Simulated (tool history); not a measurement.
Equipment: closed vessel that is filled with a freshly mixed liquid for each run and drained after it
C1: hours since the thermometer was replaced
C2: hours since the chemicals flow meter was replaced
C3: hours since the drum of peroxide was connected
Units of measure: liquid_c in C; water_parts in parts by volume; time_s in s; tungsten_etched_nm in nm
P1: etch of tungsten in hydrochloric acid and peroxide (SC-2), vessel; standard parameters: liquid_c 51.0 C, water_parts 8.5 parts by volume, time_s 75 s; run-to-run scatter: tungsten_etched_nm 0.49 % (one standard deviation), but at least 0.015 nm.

{"run": 1, "hour": 12.8, "liquid_c": 51.0, "water_parts": 8.5, "time_s": 75, "C1": 641.7, "C2": 1188.9, "C3": 469.9, "tungsten_etched_nm": 12.186}
{"run": 2, "hour": 23.4, "liquid_c": 64.5, "water_parts": 8.5, "time_s": 75, "C1": 652.3, "C2": 1199.5, "C3": 480.5, "tungsten_etched_nm": 28.391}
{"run": 3, "hour": 37.1, "liquid_c": 51.0, "water_parts": 8.5, "time_s": 30, "C1": 666.0, "C2": 1213.2, "C3": 494.2, "tungsten_etched_nm": 4.834}
{"run": 4, "hour": 54.1, "liquid_c": 51.0, "water_parts": 8.5, "time_s": 75, "C1": 683.0, "C2": 1230.2, "C3": 511.2, "tungsten_etched_nm": 12.132}
{"run": 5, "hour": 69.1, "liquid_c": 51.0, "water_parts": 8.5, "time_s": 140, "C1": 698.0, "C2": 1245.2, "C3": 526.2, "tungsten_etched_nm": 22.526}
{"run": 6, "hour": 80.6, "liquid_c": 39.0, "water_parts": 8.5, "time_s": 75, "C1": 709.5, "C2": 1256.7, "C3": 537.7, "tungsten_etched_nm": 5.3004}
{"run": 7, "hour": 89.1, "liquid_c": 51.0, "water_parts": 8.5, "time_s": 75, "C1": 718.0, "C2": 1265.2, "C3": 546.2, "tungsten_etched_nm": 12.076}
{"run": 8, "hour": 105.6, "liquid_c": 51.0, "water_parts": 14.0, "time_s": 120, "C1": 734.5, "C2": 1281.7, "C3": 562.7, "tungsten_etched_nm": 12.665}
{"run": 9, "hour": 122.1, "liquid_c": 51.0, "water_parts": 4.0, "time_s": 75, "C1": 751.0, "C2": 1298.2, "C3": 579.2, "tungsten_etched_nm": 21.189}
{"run": 10, "hour": 135.9, "liquid_c": 51.0, "water_parts": 14.5, "time_s": 75, "C1": 764.8, "C2": 1312.0, "C3": 593.0, "tungsten_etched_nm": 7.6671}
{"run": 11, "hour": 146.8, "liquid_c": 51.0, "water_parts": 13.5, "time_s": 135, "C1": 775.7, "C2": 1322.9, "C3": 603.9, "tungsten_etched_nm": 14.682}
{"run": 12, "hour": 158.8, "liquid_c": 51.0, "water_parts": 8.5, "time_s": 75, "C1": 787.7, "C2": 1334.9, "C3": 615.9, "tungsten_etched_nm": 11.972}
{"run": 13, "hour": 175.7, "liquid_c": 51.0, "water_parts": 8.5, "time_s": 75, "C1": 804.6, "C2": 1351.8, "C3": 632.8, "tungsten_etched_nm": 12.15}

Forecast run 14:
{"hour": 191.1, "done": "chemicals flow meter replaced"}
{"run": 14, "hour": 191.1, "liquid_c": 51.0, "water_parts": 8.5, "time_s": 75, "C1": 820.0, "C2": 0.1, "C3": 648.2, "tungsten_etched_nm": "?"}

Run 14 gave tungsten_etched_nm 12.0340 nm.

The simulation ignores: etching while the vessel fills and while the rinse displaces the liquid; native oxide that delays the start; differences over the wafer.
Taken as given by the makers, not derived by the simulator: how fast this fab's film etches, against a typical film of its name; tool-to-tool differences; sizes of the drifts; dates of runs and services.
